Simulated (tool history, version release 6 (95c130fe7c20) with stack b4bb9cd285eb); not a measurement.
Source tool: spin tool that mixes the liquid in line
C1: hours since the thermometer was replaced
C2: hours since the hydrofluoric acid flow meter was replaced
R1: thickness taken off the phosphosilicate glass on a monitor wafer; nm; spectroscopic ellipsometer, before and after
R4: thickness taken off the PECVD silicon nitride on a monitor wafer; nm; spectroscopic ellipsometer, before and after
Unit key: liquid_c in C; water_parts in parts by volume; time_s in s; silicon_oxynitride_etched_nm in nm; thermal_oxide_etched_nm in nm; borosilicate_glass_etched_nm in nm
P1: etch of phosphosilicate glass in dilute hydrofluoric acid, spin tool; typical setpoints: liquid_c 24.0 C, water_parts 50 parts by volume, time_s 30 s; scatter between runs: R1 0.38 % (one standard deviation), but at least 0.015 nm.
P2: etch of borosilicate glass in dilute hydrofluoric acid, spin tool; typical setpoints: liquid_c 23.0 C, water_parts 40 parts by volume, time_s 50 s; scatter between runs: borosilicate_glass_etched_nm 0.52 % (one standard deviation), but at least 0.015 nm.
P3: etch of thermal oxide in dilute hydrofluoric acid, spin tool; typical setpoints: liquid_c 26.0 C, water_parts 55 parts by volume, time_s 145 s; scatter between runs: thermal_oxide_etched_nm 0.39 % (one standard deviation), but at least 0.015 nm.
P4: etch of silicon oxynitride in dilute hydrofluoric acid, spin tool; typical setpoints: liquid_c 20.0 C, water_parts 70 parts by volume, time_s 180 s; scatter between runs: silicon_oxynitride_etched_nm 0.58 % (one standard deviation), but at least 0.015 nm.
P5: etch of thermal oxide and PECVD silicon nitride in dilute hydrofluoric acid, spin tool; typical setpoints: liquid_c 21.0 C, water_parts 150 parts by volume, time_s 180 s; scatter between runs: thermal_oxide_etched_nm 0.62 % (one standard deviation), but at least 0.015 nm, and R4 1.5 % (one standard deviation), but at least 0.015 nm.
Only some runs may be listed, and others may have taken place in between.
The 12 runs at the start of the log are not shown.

{"run": 13, "hour": 43.5, "process": "P1", "liquid_c": 28.5, "water_parts": 50, "time_s": 30, "C1": 440.2, "C2": 307.0, "R1": 61.725}
{"run": 14, "hour": 48.5, "process": "P4", "liquid_c": 20.0, "water_parts": 70, "time_s": 180, "C1": 445.2, "C2": 312.0, "silicon_oxynitride_etched_nm": 6.0628}
{"run": 15, "hour": 51.0, "process": "P1", "liquid_c": 24.0, "water_parts": 50, "time_s": 30, "C1": 447.7, "C2": 314.5, "R1": 51.511}
{"run": 16, "hour": 53.3, "process": "P1", "liquid_c": 24.0, "water_parts": 85, "time_s": 30, "C1": 450.0, "C2": 316.8, "R1": 28.8}
{"run": 17, "hour": 56.3, "process": "P1", "liquid_c": 24.0, "water_parts": 50, "time_s": 15, "C1": 453.0, "C2": 319.8, "R1": 25.939}
{"run": 18, "hour": 58.9, "process": "P3", "liquid_c": 18.0, "water_parts": 55, "time_s": 145, "C1": 455.6, "C2": 322.4, "thermal_oxide_etched_nm": 9.8026}
{"run": 19, "hour": 61.3, "process": "P5", "liquid_c": 21.0, "water_parts": 45, "time_s": 180, "C1": 458.0, "C2": 324.8, "thermal_oxide_etched_nm": 18.163, "R4": 5.5175}
{"run": 20, "hour": 65.4, "process": "P1", "liquid_c": 24.0, "water_parts": 50, "time_s": 30, "C1": 462.1, "C2": 328.9, "R1": 51.568}
{"run": 21, "hour": 68.5, "process": "P2", "liquid_c": 23.0, "water_parts": 40, "time_s": 50, "C1": 465.2, "C2": 332.0, "borosilicate_glass_etched_nm": 35.813}
{"run": 22, "hour": 72.5, "process": "P5", "liquid_c": 21.0, "water_parts": 150, "time_s": 180, "C1": 469.2, "C2": 336.0, "thermal_oxide_etched_nm": 4.8355, "R4": 1.64}
{"run": 23, "hour": 74.8, "process": "P2", "liquid_c": 23.0, "water_parts": 40, "time_s": 50, "C1": 471.5, "C2": 338.3, "borosilicate_glass_etched_nm": 36.266}
{"run": 24, "hour": 78.8, "process": "P3", "liquid_c": 26.0, "water_parts": 55, "time_s": 145, "C1": 475.5, "C2": 342.3, "thermal_oxide_etched_nm": 13.732}

Run 25, settings as shown, results not yet in. Your forecast:
{"run": 25, "hour": 83.1, "process": "P1", "liquid_c": 24.0, "water_parts": 90, "time_s": 15, "C1": 479.8, "C2": 346.6, "R1": "?"}

R1: 13.685 nm

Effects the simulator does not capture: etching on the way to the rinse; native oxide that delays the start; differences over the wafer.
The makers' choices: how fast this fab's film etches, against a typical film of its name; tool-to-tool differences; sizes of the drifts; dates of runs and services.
